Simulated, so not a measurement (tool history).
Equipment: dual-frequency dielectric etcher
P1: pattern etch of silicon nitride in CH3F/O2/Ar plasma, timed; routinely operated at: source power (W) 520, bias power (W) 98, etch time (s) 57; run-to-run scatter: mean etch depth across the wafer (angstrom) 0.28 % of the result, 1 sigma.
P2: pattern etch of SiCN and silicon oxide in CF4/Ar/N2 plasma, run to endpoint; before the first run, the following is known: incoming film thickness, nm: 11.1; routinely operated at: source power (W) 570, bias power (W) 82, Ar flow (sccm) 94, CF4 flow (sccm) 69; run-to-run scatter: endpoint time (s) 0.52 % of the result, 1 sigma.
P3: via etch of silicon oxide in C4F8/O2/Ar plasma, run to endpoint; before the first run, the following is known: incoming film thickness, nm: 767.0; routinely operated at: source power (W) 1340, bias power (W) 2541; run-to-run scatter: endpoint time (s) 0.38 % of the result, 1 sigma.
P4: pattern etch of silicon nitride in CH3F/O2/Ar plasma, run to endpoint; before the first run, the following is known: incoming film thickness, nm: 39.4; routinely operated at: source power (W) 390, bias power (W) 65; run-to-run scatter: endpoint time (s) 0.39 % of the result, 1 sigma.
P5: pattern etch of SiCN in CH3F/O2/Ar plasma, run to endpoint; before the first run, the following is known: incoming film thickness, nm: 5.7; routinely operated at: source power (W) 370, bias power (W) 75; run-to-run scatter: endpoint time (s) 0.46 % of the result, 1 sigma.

run	hour	process that ran	source power (W)	bias power (W)	etch time (s)	Ar flow (sccm)	CF4 flow (sccm)	hours since the last wet clean	hours since the last source power generator calibration	hours since the last bias power generator calibration	mean etch depth across the wafer (angstrom)	endpoint time (s)
1	6.5	P1	520	98	57			221.8	721.7	2791.9	501.88	
2	13	P3	1010	2541				228.3	728.2	2798.4		184.02
3	18.7	P2	570	100		94	69	234	733.9	2804.1		8.9635
4	26.8	P4	520	65				242.1	742	2812.2		52.646
5	31.9	P5	370	50				247.2	747.1	2817.3		18.295
6	37.8	P2	570	82		94	90	253.1	753	2823.2		9.2926
7	47.5	P3	1340	2541				262.8	762.7	2832.9		165.36
8	53.1	P1	520	98	74			268.4	768.3	2838.5	649.15	
9	59.7	P1	520	72	35			275	774.9	2845.1	276.58	
10	70.3	P1	520	64	57			285.6	785.5	2855.7	433.72	
11	79.6	P1	520	98	57			294.9	794.8	2865	499.49	
12	86.1	P5	370	75				301.4	801.3	2871.5		16.117
13	92.2	P4	390	48				307.5	807.4	2877.6		64.843
14	97.1	P1	690	98	57			312.4	812.3	2882.5	555.18	
15	102.8	P1	520	116	57			318.1	818	2888.2	532.62	
16	110.1	P2	570	82		67	69	325.4	825.3	2895.5		9.2125
17	115.6	P1	520	98	57			330.9	830.8	2901	498.59	
18	122.1	P2	570	82		94	69	337.4	837.3	2907.5		9.6326
19	132.1	P2	460	82		94	69	347.4	847.3	2917.5		11.613
20	139.5	P1	520	98	57			354.8	854.7	2924.9	497.94	
21	146.7	P5	480	75				362	861.9	2932.1		14.535
22	152.9	P1	520	98	31.5			368.2	868.1	2938.3	275.6	
23	163.6	P5	370	75				378.9	878.8	2949		15.979
24	174.4	P4	390	65				389.7	889.6	2959.8		58.629
25	180.2	P3	1340	3116				395.5	895.4	2965.6		154.88
26	188.5	P1	520	98	57			403.8	903.7	2973.9	499.01	
27	197.2	P1	420	98	57			412.5	912.4	2982.6	461.06	
28	204.2	P1	520	98	57			419.5	919.4	2989.6	499.62	
29	210.7	P1	520	98	57			426	925.9	2996.1	500.83	
30	220.4	P1	520	98	57			435.7	935.6	3005.8	502.86	
31	230.7	P1	520	98	57			446	945.9	3016.1	505.14	
32	237	P1	520	98	57			452.3	952.2	3022.4	510.34	
# hour 246: wet clean of the chamber
33	247.2	P1	520	98	57			1.2	962.4	3032.6	509.88	
34	252.1	P1	520	98	57			6.1	967.3	3037.5	507.37	
35	261.7	P1	520	98	57			15.7	976.9	3047.1	509.71	

P1 no longer gives what it gave before; its output has crept away from where it was. The following 2 causes, each at its listed size, fit the log equally well:
A: source power that arrives over what is set, % = 3.86
B: bias power that arrives over what is set, % = 4.02
Creep in the process output first set in at about hour 210.7.
Why every other cause is out:
chamber walls in a state that raises the etch rate, %: maintenance at hour 246, after the shift began, did not return the process to its former output

Which of the 4 check runs listed below, each an average over 5 wafers with its results shown as question marks, gives clearly different results under the different listed causes?
check 1	271.3	P4	390	65								?
check 2	271.3	P5	370	75								?
check 3	271.3	P3	1340	2541								?
check 4	271.3	P2	570	82		94	69					?

What each check would give under each cause:
check	result	if A	if B
check 1	endpoint time (s)	57.889	57.958
check 2	endpoint time (s)	15.772	15.772
check 3	endpoint time (s)	162.46	162.88
check 4	endpoint time (s)	9.3454	9.5344
Separation of the two closest causes in each check, using whichever result separates them best: check 1 0.12 %; check 2 0 %; check 3 0.26 %; check 4 2 %
The causes can be told apart only by check 4. The other checks would give nearly the same results under each of them.

Check 4 was then run and gave: endpoint time (s) 9.3068. Which cause is it?

A is the cause: source power that arrives over what is set, %.
